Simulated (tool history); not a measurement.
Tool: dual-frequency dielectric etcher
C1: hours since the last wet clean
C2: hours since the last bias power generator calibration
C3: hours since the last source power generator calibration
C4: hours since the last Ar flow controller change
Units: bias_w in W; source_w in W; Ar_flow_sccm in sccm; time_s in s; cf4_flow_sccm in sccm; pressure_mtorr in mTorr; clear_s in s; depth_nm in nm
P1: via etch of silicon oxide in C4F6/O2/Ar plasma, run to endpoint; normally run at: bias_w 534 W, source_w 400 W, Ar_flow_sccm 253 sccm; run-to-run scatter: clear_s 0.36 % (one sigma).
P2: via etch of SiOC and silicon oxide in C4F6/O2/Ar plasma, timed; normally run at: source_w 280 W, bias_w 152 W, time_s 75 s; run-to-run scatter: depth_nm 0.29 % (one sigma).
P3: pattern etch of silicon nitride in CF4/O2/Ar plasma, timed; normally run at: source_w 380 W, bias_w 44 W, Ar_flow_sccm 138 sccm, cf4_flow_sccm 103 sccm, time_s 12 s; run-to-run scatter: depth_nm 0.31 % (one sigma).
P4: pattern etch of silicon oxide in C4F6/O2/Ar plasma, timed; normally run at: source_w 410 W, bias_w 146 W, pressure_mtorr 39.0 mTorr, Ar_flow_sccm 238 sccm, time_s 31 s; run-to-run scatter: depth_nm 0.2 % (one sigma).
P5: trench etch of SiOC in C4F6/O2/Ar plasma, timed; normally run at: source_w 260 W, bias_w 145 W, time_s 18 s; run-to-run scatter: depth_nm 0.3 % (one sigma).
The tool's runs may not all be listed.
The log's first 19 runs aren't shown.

{"run": 20, "day": 9.883, "process": "P1", "bias_w": 733, "source_w": 400, "Ar_flow_sccm": 253, "C1": 505.8, "C2": 1243.7, "C3": 1035.5, "C4": 879.3, "clear_s": 33.188}
{"run": 21, "day": 10.304, "process": "P2", "bias_w": 194, "source_w": 280, "time_s": 75, "C1": 515.9, "C2": 1253.8, "C3": 1045.6, "C4": 889.4, "depth_nm": 77.098}
{"run": 22, "day": 11.038, "process": "P3", "bias_w": 44, "source_w": 530, "Ar_flow_sccm": 138, "time_s": 12, "cf4_flow_sccm": 103, "C1": 533.5, "C2": 1271.4, "C3": 1063.2, "C4": 907.0, "depth_nm": 22.556}
{"run": 23, "day": 11.708, "process": "P1", "bias_w": 534, "source_w": 400, "Ar_flow_sccm": 253, "C1": 549.6, "C2": 1287.5, "C3": 1079.3, "C4": 923.1, "clear_s": 37.171}
{"run": 24, "day": 12.288, "process": "P5", "bias_w": 145, "source_w": 350, "time_s": 18, "C1": 563.5, "C2": 1301.4, "C3": 1093.2, "C4": 937.0, "depth_nm": 34.063}
{"run": 25, "day": 12.892, "process": "P4", "bias_w": 146, "source_w": 410, "Ar_flow_sccm": 238, "time_s": 31, "pressure_mtorr": 39.0, "C1": 578.0, "C2": 1315.9, "C3": 1107.7, "C4": 951.5, "depth_nm": 93.294}
{"run": 26, "day": 13.6, "process": "P3", "bias_w": 44, "source_w": 380, "Ar_flow_sccm": 138, "time_s": 9, "cf4_flow_sccm": 103, "C1": 595.0, "C2": 1332.9, "C3": 1124.7, "C4": 968.5, "depth_nm": 12.731}
{"run": 27, "day": 14.158, "process": "P4", "bias_w": 146, "source_w": 410, "Ar_flow_sccm": 238, "time_s": 17, "pressure_mtorr": 39.0, "C1": 608.4, "C2": 1346.3, "C3": 1138.1, "C4": 981.9, "depth_nm": 51.068}
{"day": 14.654, "done": "Ar flow controller replaced"}
{"run": 28, "day": 14.875, "process": "P1", "bias_w": 534, "source_w": 400, "Ar_flow_sccm": 154, "C1": 625.6, "C2": 1363.5, "C3": 1155.3, "C4": 5.4, "clear_s": 35.427}
{"run": 29, "day": 15.354, "process": "P4", "bias_w": 146, "source_w": 410, "Ar_flow_sccm": 238, "time_s": 31, "pressure_mtorr": 52.5, "C1": 637.1, "C2": 1375.0, "C3": 1166.8, "C4": 16.9, "depth_nm": 89.995}
{"run": 30, "day": 16.1, "process": "P2", "bias_w": 152, "source_w": 340, "time_s": 75, "C1": 655.0, "C2": 1392.9, "C3": 1184.7, "C4": 34.8, "depth_nm": 77.089}
{"run": 31, "day": 16.588, "process": "P5", "bias_w": 107, "source_w": 260, "time_s": 18, "C1": 666.7, "C2": 1404.6, "C3": 1196.4, "C4": 46.5, "depth_nm": 27.61}
{"run": 32, "day": 17.2, "process": "P5", "bias_w": 145, "source_w": 260, "time_s": 18, "C1": 681.4, "C2": 1419.3, "C3": 1211.1, "C4": 61.2, "depth_nm": 30.232}
{"run": 33, "day": 17.6, "process": "P1", "bias_w": 534, "source_w": 400, "Ar_flow_sccm": 253, "C1": 691.0, "C2": 1428.9, "C3": 1220.7, "C4": 70.8, "clear_s": 37.538}
{"run": 34, "day": 18.246, "process": "P3", "bias_w": 44, "source_w": 380, "Ar_flow_sccm": 138, "time_s": 12, "cf4_flow_sccm": 73, "C1": 706.5, "C2": 1444.4, "C3": 1236.2, "C4": 86.3, "depth_nm": 16.094}
{"run": 35, "day": 18.671, "process": "P1", "bias_w": 534, "source_w": 550, "Ar_flow_sccm": 253, "C1": 716.7, "C2": 1454.6, "C3": 1246.4, "C4": 96.5, "clear_s": 33.289}
{"run": 36, "day": 19.362, "process": "P1", "bias_w": 534, "source_w": 400, "Ar_flow_sccm": 253, "C1": 733.3, "C2": 1471.2, "C3": 1263.0, "C4": 113.1, "clear_s": 37.646}
{"run": 37, "day": 19.888, "process": "P1", "bias_w": 534, "source_w": 400, "Ar_flow_sccm": 253, "C1": 745.9, "C2": 1483.8, "C3": 1275.6, "C4": 125.7, "clear_s": 37.396}
{"run": 38, "day": 20.246, "process": "P1", "bias_w": 534, "source_w": 400, "Ar_flow_sccm": 253, "C1": 754.5, "C2": 1492.4, "C3": 1284.2, "C4": 134.3, "clear_s": 36.933}

Forecast run 39:
{"run": 39, "day": 20.696, "process": "P1", "bias_w": 534, "source_w": 400, "Ar_flow_sccm": 253, "C1": 765.3, "C2": 1503.2, "C3": 1295.0, "C4": 145.1, "clear_s": "?"}

clear_s: 37.172 s

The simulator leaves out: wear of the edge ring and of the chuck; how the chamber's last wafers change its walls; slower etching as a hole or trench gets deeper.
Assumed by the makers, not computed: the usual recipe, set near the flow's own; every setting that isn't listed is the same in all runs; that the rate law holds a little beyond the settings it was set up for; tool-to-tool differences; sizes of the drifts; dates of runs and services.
